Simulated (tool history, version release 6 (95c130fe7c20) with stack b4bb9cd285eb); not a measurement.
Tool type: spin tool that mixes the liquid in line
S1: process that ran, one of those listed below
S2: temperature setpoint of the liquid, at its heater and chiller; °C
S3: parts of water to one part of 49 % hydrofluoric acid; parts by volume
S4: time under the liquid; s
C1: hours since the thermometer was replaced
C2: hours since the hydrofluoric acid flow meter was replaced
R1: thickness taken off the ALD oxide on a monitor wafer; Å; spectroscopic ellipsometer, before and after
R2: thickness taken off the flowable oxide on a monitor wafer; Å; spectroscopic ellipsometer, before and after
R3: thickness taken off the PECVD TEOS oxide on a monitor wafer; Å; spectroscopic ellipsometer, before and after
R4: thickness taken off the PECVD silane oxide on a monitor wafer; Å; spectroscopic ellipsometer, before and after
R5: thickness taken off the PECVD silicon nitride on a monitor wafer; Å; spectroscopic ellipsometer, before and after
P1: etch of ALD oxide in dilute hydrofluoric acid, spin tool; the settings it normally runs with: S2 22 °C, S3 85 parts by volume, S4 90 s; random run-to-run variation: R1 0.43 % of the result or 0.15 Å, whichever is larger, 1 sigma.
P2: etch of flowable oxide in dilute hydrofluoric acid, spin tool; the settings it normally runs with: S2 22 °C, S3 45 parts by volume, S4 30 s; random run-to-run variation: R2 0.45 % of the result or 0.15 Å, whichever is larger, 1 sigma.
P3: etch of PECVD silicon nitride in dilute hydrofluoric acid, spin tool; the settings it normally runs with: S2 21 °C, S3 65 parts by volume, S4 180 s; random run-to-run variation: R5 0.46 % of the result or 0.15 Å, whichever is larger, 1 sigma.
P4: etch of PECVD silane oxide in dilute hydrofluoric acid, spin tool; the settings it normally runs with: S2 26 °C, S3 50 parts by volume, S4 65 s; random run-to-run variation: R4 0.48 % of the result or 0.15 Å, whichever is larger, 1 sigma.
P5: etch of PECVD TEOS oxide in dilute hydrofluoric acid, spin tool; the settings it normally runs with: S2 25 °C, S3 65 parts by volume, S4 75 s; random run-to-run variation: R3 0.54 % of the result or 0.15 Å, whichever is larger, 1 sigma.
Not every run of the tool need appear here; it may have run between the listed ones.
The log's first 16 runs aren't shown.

{"run": 17, "day": 6.654, "S1": "P1", "S2": 17, "S3": 40, "S4": 90, "C1": 1331.5, "C2": 1188.2, "R1": 606}
{"run": 18, "day": 7.029, "S1": "P1", "S2": 22, "S3": 85, "S4": 90, "C1": 1340.5, "C2": 1197.2, "R1": 337.29}
{"run": 19, "day": 7.512, "S1": "P5", "S2": 25, "S3": 65, "S4": 15, "C1": 1352.1, "C2": 1208.8, "R3": 71.009}
{"run": 20, "day": 7.912, "S1": "P4", "S2": 26, "S3": 50, "S4": 65, "C1": 1361.7, "C2": 1218.4, "R4": 351.32}
{"run": 21, "day": 8.288, "S1": "P1", "S2": 29.5, "S3": 85, "S4": 90, "C1": 1370.7, "C2": 1227.4, "R1": 452.97}
{"run": 22, "day": 8.638, "S1": "P1", "S2": 22, "S3": 85, "S4": 50, "C1": 1379.1, "C2": 1235.8, "R1": 184.99}
{"run": 23, "day": 8.888, "S1": "P1", "S2": 22, "S3": 85, "S4": 90, "C1": 1385.1, "C2": 1241.8, "R1": 334.25}
{"run": 24, "day": 9.325, "S1": "P4", "S2": 22, "S3": 50, "S4": 65, "C1": 1395.6, "C2": 1252.3, "R4": 297.89}
{"run": 25, "day": 9.712, "S1": "P3", "S2": 27, "S3": 65, "S4": 180, "C1": 1404.9, "C2": 1261.6, "R5": 164.75}

The next listed run, before its measurement:
{"run": 26, "day": 10.2, "S1": "P5", "S2": 25, "S3": 20, "S4": 75, "C1": 1416.6, "C2": 1273.3, "R3": "?"}

{"run 26": {"R3": 1232.5}}
